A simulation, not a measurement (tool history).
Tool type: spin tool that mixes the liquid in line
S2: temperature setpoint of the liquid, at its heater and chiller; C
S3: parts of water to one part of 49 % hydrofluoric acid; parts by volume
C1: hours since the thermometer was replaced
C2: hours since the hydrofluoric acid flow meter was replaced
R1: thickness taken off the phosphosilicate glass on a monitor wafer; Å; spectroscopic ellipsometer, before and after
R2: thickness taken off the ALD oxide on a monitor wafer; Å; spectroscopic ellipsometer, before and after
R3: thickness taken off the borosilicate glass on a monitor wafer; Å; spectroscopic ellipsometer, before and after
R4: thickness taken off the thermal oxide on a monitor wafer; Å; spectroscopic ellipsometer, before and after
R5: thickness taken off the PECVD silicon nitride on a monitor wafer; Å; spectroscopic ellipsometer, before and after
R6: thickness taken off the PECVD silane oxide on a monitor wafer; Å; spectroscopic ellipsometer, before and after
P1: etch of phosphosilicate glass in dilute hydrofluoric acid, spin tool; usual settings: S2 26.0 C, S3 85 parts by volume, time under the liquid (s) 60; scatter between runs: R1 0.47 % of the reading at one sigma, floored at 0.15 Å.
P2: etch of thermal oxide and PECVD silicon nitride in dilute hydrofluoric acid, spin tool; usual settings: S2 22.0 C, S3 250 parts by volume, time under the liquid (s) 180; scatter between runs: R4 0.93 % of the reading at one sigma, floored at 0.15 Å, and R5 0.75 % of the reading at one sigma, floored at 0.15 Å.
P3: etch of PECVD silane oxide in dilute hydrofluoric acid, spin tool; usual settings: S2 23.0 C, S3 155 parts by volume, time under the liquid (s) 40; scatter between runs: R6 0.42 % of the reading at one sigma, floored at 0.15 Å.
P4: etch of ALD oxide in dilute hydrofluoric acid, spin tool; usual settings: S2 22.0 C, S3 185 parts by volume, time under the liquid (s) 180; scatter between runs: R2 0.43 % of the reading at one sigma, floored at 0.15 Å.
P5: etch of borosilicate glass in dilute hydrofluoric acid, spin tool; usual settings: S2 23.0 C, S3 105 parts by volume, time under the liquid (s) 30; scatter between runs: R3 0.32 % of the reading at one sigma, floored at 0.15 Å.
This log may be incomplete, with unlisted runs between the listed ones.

Run 1, day 0.196: process that ran P1, S2 26.0 C, S3 85 parts by volume, time under the liquid (s) 60; C1 560.8; C2 247.0. Result: R1 458.32 Å.
Run 2, day 0.550: process that ran P1, S2 26.0 C, S3 85 parts by volume, time under the liquid (s) 60; C1 569.3; C2 255.5. Result: R1 457.44 Å.
Run 3, day 0.875: process that ran P4, S2 22.0 C, S3 185 parts by volume, time under the liquid (s) 180; C1 577.1; C2 263.3. Result: R2 91.103 Å.
Run 4, day 1.108: process that ran P5, S2 23.0 C, S3 155 parts by volume, time under the liquid (s) 30; C1 582.7; C2 268.9. Result: R3 55.535 Å.
Run 5, day 1.408: process that ran P2, S2 22.0 C, S3 250 parts by volume, time under the liquid (s) 180; C1 589.9; C2 276.1. Result: R4 27.6840 Å, R5 35.9530 Å.
Run 6, day 1.608: process that ran P1, S2 26.0 C, S3 85 parts by volume, time under the liquid (s) 60; C1 594.7; C2 280.9. Result: R1 456.31 Å.
Run 7, day 1.888: process that ran P1, S2 26.0 C, S3 85 parts by volume, time under the liquid (s) 60; C1 601.4; C2 287.6. Result: R1 457.21 Å.
Run 8, day 2.292: process that ran P1, S2 30.5 C, S3 110 parts by volume, time under the liquid (s) 60; C1 611.1; C2 297.3. Result: R1 404.59 Å.
Run 9, day 2.483: process that ran P4, S2 22.0 C, S3 185 parts by volume, time under the liquid (s) 300; C1 615.7; C2 301.9. Result: R2 154.420 Å.
Run 10, day 2.867: process that ran P3, S2 23.0 C, S3 155 parts by volume, time under the liquid (s) 40; C1 624.9; C2 311.1. Result: R6 118.160 Å.
Run 11, day 3.254: process that ran P2, S2 29.0 C, S3 250 parts by volume, time under the liquid (s) 180; C1 634.2; C2 320.4. Result: R4 35.6850 Å, R5 54.7710 Å.
Run 12, day 3.558: process that ran P1, S2 26.0 C, S3 85 parts by volume, time under the liquid (s) 60; C1 641.5; C2 327.7. Result: R1 457.68 Å.
Run 13, day 3.779: process that ran P4, S2 17.0 C, S3 185 parts by volume, time under the liquid (s) 180; C1 646.8; C2 333.0. Result: R2 75.517 Å.
At day 4.067: thermometer replaced.
Run 14, day 4.092: process that ran P5, S2 23.0 C, S3 105 parts by volume, time under the liquid (s) 30; C1 0.6; C2 340.5. Result: R3 86.600 Å.
Run 15, day 4.446: process that ran P1, S2 26.0 C, S3 85 parts by volume, time under the liquid (s) 100; C1 9.1; C2 349.0. Result: R1 756.65 Å.
Run 16, day 4.875: process that ran P1, S2 26.0 C, S3 120 parts by volume, time under the liquid (s) 60; C1 19.4; C2 359.3. Result: R1 310.95 Å.
Run 17, day 5.129: process that ran P4, S2 22.0 C, S3 35 parts by volume, time under the liquid (s) 180; C1 25.5; C2 365.4. Result: R2 574.190 Å.
Run 18, day 5.350: process that ran P3, S2 23.0 C, S3 155 parts by volume, time under the liquid (s) 15; C1 30.8; C2 370.7. Result: R6 43.629 Å.
Run 19, day 5.738: process that ran P5, S2 23.0 C, S3 105 parts by volume, time under the liquid (s) 55; C1 40.1; C2 380.0. Result: R3 157.880 Å.
Run 20, day 6.167: process that ran P3, S2 23.0 C, S3 85 parts by volume, time under the liquid (s) 40; C1 50.4; C2 390.3. Result: R6 230.650 Å.
Run 21, day 6.596: process that ran P1, S2 26.0 C, S3 40 parts by volume, time under the liquid (s) 95; C1 60.7; C2 400.6. Result: R1 1650.30 Å.
Run 22, day 6.988: process that ran P2, S2 22.0 C, S3 415 parts by volume, time under the liquid (s) 180; C1 70.1; C2 410.0. Result: R4 14.8450 Å, R5 21.8790 Å.
Run 23, day 7.417: process that ran P1, S2 26.0 C, S3 85 parts by volume, time under the liquid (s) 60; C1 80.4; C2 420.3. Result: R1 455.57 Å.
Run 24, day 7.696: process that ran P1, S2 33.5 C, S3 85 parts by volume, time under the liquid (s) 60; C1 87.1; C2 427.0. Result: R1 607.50 Å.
Run 25, day 7.888: process that ran P5, S2 17.5 C, S3 105 parts by volume, time under the liquid (s) 30; C1 91.7; C2 431.6. Result: R3 68.893 Å.
Run 26, day 8.117: process that ran P5, S2 23.0 C, S3 105 parts by volume, time under the liquid (s) 30; C1 97.2; C2 437.1. Result: R3 86.665 Å.
Run 27, day 8.425: process that ran P2, S2 22.0 C, S3 250 parts by volume, time under the liquid (s) 40; C1 104.6; C2 444.5. Result: R4 6.5462 Å, R5 7.8491 Å.
Run 28, day 8.621: process that ran P1, S2 26.0 C, S3 35 parts by volume, time under the liquid (s) 60; C1 109.3; C2 449.2. Result: R1 1179.40 Å.
Run 29, day 8.833: process that ran P1, S2 21.0 C, S3 85 parts by volume, time under the liquid (s) 60; C1 114.4; C2 454.3. Result: R1 370.35 Å.
Run 30, day 9.225: process that ran P3, S2 18.5 C, S3 155 parts by volume, time under the liquid (s) 40; C1 123.8; C2 463.7. Result: R6 98.258 Å.
Run 31, day 9.592: process that ran P1, S2 26.0 C, S3 85 parts by volume, time under the liquid (s) 15; C1 132.6; C2 472.5. Result: R1 113.72 Å.
Run 32, day 10.012: process that ran P1, S2 26.0 C, S3 85 parts by volume, time under the liquid (s) 60; C1 142.7; C2 482.6. Result: R1 459.11 Å.
Run 33, day 10.238: process that ran P1, S2 26.0 C, S3 85 parts by volume, time under the liquid (s) 60; C1 148.1; C2 488.0. Result: R1 448.89 Å.
Run 34, day 10.579: process that ran P1, S2 26.0 C, S3 85 parts by volume, time under the liquid (s) 60; C1 156.3; C2 496.2. Result: R1 437.63 Å.
Run 35, day 10.850: process that ran P1, S2 26.0 C, S3 85 parts by volume, time under the liquid (s) 60; C1 162.8; C2 502.7. Result: R1 437.42 Å.
Run 36, day 11.088: process that ran P1, S2 26.0 C, S3 85 parts by volume, time under the liquid (s) 60; C1 168.5; C2 508.4. Result: R1 436.29 Å.
Run 37, day 11.404: process that ran P1, S2 26.0 C, S3 85 parts by volume, time under the liquid (s) 60; C1 176.1; C2 516.0. Result: R1 434.02 Å.
Run 38, day 11.717: process that ran P1, S2 26.0 C, S3 85 parts by volume, time under the liquid (s) 60; C1 183.6; C2 523.5. Result: R1 429.69 Å.
Run 39, day 12.138: process that ran P1, S2 26.0 C, S3 85 parts by volume, time under the liquid (s) 60; C1 193.7; C2 533.6. Result: R1 427.40 Å.
Run 40, day 12.417: process that ran P1, S2 26.0 C, S3 85 parts by volume, time under the liquid (s) 60; C1 200.4; C2 540.3. Result: R1 428.35 Å.
Run 41, day 12.650: process that ran P1, S2 26.0 C, S3 85 parts by volume, time under the liquid (s) 60; C1 206.0; C2 545.9. Result: R1 428.34 Å.
Run 42, day 13.025: process that ran P1, S2 26.0 C, S3 85 parts by volume, time under the liquid (s) 60; C1 215.0; C2 554.9. Result: R1 423.08 Å.
Run 43, day 13.308: process that ran P1, S2 26.0 C, S3 85 parts by volume, time under the liquid (s) 60; C1 221.8; C2 561.7. Result: R1 425.58 Å.

P1 no longer gives what it gave before; its output has crept away from where it was. The following 2 causes, each at its listed size, fit the log equally well:
A: liquid colder than its thermometer reads (K) = 1.84
B: hydrofluoric acid flow below the setpoint (%) = 6.33
At approximately day 10.012, the process output began to creep.

Below are 4 check runs, each averaged over 2 wafers, with their results shown as question marks. Which of them would give clearly different results depending on which cause is behind the drift?
Run check 1, day 13.592: process that ran P2, S2 22.0 C, S3 250 parts by volume, time under the liquid (s) 180. Result: R4 ?, R5 ?.
Run check 2, day 13.592: process that ran P4, S2 22.0 C, S3 185 parts by volume, time under the liquid (s) 180. Result: R2 ?.
Run check 3, day 13.592: process that ran P3, S2 23.0 C, S3 155 parts by volume, time under the liquid (s) 40. Result: R6 ?.
Run check 4, day 13.592: process that ran P5, S2 23.0 C, S3 105 parts by volume, time under the liquid (s) 30. Result: R3 ?.

Predicted outcomes, by check and by cause:
  check  result     if A     if B
check 1      R4  26.0000  25.6500
check 1      R5  31.9010  33.6540
check 2      R2   85.631   84.992
check 3      R6  108.870  108.280
check 4      R3   80.369   80.375
How far apart the two closest causes lie, in the result that separates them most: check 1 5.35 %; check 2 0.75 %; check 3 0.54 %; check 4 0.01 %
Check 1 distinguishes between the causes, while the remaining checks would return nearly the same result for all of them.

After running check 1, the following was obtained: R4 25.3990 Å; R5 33.7770 Å. Which cause does this point to?

It was cause B: hydrofluoric acid flow below the setpoint (%).

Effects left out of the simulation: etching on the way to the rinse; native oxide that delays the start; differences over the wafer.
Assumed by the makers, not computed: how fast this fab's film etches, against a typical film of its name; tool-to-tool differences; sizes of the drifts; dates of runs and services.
